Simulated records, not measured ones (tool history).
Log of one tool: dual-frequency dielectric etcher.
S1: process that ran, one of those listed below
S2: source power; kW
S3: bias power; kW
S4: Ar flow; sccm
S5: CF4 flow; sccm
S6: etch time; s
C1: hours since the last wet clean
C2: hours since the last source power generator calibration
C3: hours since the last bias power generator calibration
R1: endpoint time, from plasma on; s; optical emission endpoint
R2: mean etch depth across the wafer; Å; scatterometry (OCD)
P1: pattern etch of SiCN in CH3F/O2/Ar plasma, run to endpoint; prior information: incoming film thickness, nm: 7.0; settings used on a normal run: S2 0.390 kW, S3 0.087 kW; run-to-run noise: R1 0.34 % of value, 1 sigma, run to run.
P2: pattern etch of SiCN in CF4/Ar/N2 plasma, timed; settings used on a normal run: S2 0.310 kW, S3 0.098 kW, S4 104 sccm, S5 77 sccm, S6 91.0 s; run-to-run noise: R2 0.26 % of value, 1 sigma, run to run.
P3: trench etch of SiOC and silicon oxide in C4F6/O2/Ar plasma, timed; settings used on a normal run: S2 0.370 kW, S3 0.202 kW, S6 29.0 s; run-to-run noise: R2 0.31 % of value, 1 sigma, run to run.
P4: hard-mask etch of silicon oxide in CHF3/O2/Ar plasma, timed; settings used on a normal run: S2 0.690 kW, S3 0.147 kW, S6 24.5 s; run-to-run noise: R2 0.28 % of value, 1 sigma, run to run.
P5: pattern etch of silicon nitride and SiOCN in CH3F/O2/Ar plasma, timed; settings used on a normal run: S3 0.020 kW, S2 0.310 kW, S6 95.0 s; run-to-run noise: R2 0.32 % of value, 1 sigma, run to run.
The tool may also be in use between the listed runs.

run	day	S1	S2	S3	S4	S5	S6	C1	C2	C3	R1	R2
1	0.588	P1	0.390	0.087				247.7	232.5	505.0	16.944	
2	0.958	P1	0.390	0.087				256.6	241.4	513.9	16.857	
3	1.558	P2	0.310	0.098	79	77	91.0	271.0	255.8	528.3		673.75
4	2.062	P4	0.970	0.147			24.5	283.1	267.9	540.4		547.18
5	2.479	P2	0.370	0.098	104	77	91.0	293.1	277.9	550.4		759.04
6	3.175	P2	0.310	0.098	104	77	91.0	309.8	294.6	567.1		651.46
7	3.917	P1	0.390	0.087				327.6	312.4	584.9	16.889	
8	4.288	P3	0.490	0.202			29.0	336.5	321.3	593.8		644.55
9	4.662	P5	0.310	0.015			95.0	345.5	330.3	602.8		100.20
10	5.283	P4	0.690	0.147			34.5	360.4	345.2	617.7		674.35
11	5.742	P3	0.370	0.138			29.0	371.4	356.2	628.7		516.64
12	6.408	P1	0.390	0.058				387.4	372.2	644.7	19.609	
13	7.175	P1	0.300	0.087				405.8	390.6	663.1	18.635	
14	7.717	P5	0.310	0.020			95.0	418.8	403.6	676.1		114.09
15	8.262	P1	0.390	0.087				431.9	416.7	689.2	16.965	
16	8.875	P1	0.390	0.115				446.6	431.4	703.9	15.208	
17	9.383	P2	0.310	0.069	104	77	91.0	458.8	443.6	716.1		572.16
18	9.738	P2	0.310	0.098	104	55	91.0	467.3	452.1	724.6		621.79
19	10.167	P1	0.390	0.087				477.6	462.4	734.9	16.824	
20	10.812	P2	0.310	0.098	104	77	52.0	493.1	477.9	750.4		371.60
21	11.325	P5	0.310	0.020			95.0	505.4	490.2	762.7		114.66
22	11.767	P1	0.480	0.087				516.0	500.8	773.3	15.644	
23	12.479	P4	0.690	0.147			24.5	533.1	517.9	790.4		480.41
24	12.862	P1	0.460	0.053				542.3	527.1	799.6	18.888	
25	13.542	P1	0.390	0.087				558.6	543.4	815.9	16.857	
26	13.896	P3	0.370	0.202			20.5	567.1	551.9	824.4		411.05
27	14.596	P3	0.370	0.202			29.0	583.9	568.7	841.2		581.72
28	15.104	P5	0.400	0.020			95.0	596.1	580.9	853.4		124.35
29	15.671	P4	0.690	0.203			24.5	609.7	594.5	867.0		531.59
30	16.350	P5	0.310	0.020			116.5	626.0	610.8	883.3		139.48
31	17.096	P1	0.390	0.087				643.9	628.7	901.2	16.954	
32	17.550	P1	0.390	0.087				654.8	639.6	912.1	16.989	
33	18.054	P1	0.390	0.087				666.9	651.7	924.2	17.103	
34	18.396	P1	0.390	0.087				675.1	659.9	932.4	17.110	
35	18.950	P1	0.390	0.087				688.4	673.2	945.7	17.100	
# day 19.058: wet clean of the chamber
36	19.621	P1	0.390	0.087				13.5	689.3	961.8	17.179	
37	20.388	P1	0.390	0.087				31.9	707.7	980.2	17.271	
38	20.792	P1	0.390	0.087				41.6	717.4	989.9	17.261	
39	21.488	P1	0.390	0.087				58.3	734.1	1006.6	17.108	
40	22.012	P1	0.390	0.087				70.9	746.7	1019.2	17.101	
41	22.592	P1	0.390	0.087				84.8	760.6	1033.1	17.152	

P1 has crept away from where it was. The log is fitted equally well by each of these 2 causes, at the sizes shown:
A: bias power that arrives under what is set, % = 4.5
B: source power that arrives under what is set, % = 4.44
Onset of the creep was near day 17.096.
Other possible causes, and why each is ruled out:
chamber walls in a state that lowers the etch rate, %: serviced at day 19.058, after the change had begun; the process did not return to its earlier output

Consider the 4 single-wafer check runs listed below, results given as question marks: which one distinguishes between the causes by giving clearly different results for each?
check 1	23.171	P4	0.690	0.147			24.5					?
check 2	23.171	P5	0.310	0.020			95.0					?
check 3	23.171	P2	0.310	0.098	104	77	91.0					?
check 4	23.171	P3	0.370	0.202			29.0					?

How each check would come out, cause by cause:
check	result	if A	if B
check 1	R2	472.33	470.90
check 2	R2	111.36	111.88
check 3	R2	638.29	624.16
check 4	R2	571.50	570.03
Per check, the gap between the least separated pair of causes, taken in the result that splits them most: check 1 0.3 %; check 2 0.46 %; check 3 2.24 %; check 4 0.26 %
Check 3 is the one run that separates the causes; every other check would come out nearly the same whichever cause is at work.

The results of check 3 are: R2 625.41 Å. Based on these, which of the listed causes is it?

B is the cause: source power that arrives under what is set, %.

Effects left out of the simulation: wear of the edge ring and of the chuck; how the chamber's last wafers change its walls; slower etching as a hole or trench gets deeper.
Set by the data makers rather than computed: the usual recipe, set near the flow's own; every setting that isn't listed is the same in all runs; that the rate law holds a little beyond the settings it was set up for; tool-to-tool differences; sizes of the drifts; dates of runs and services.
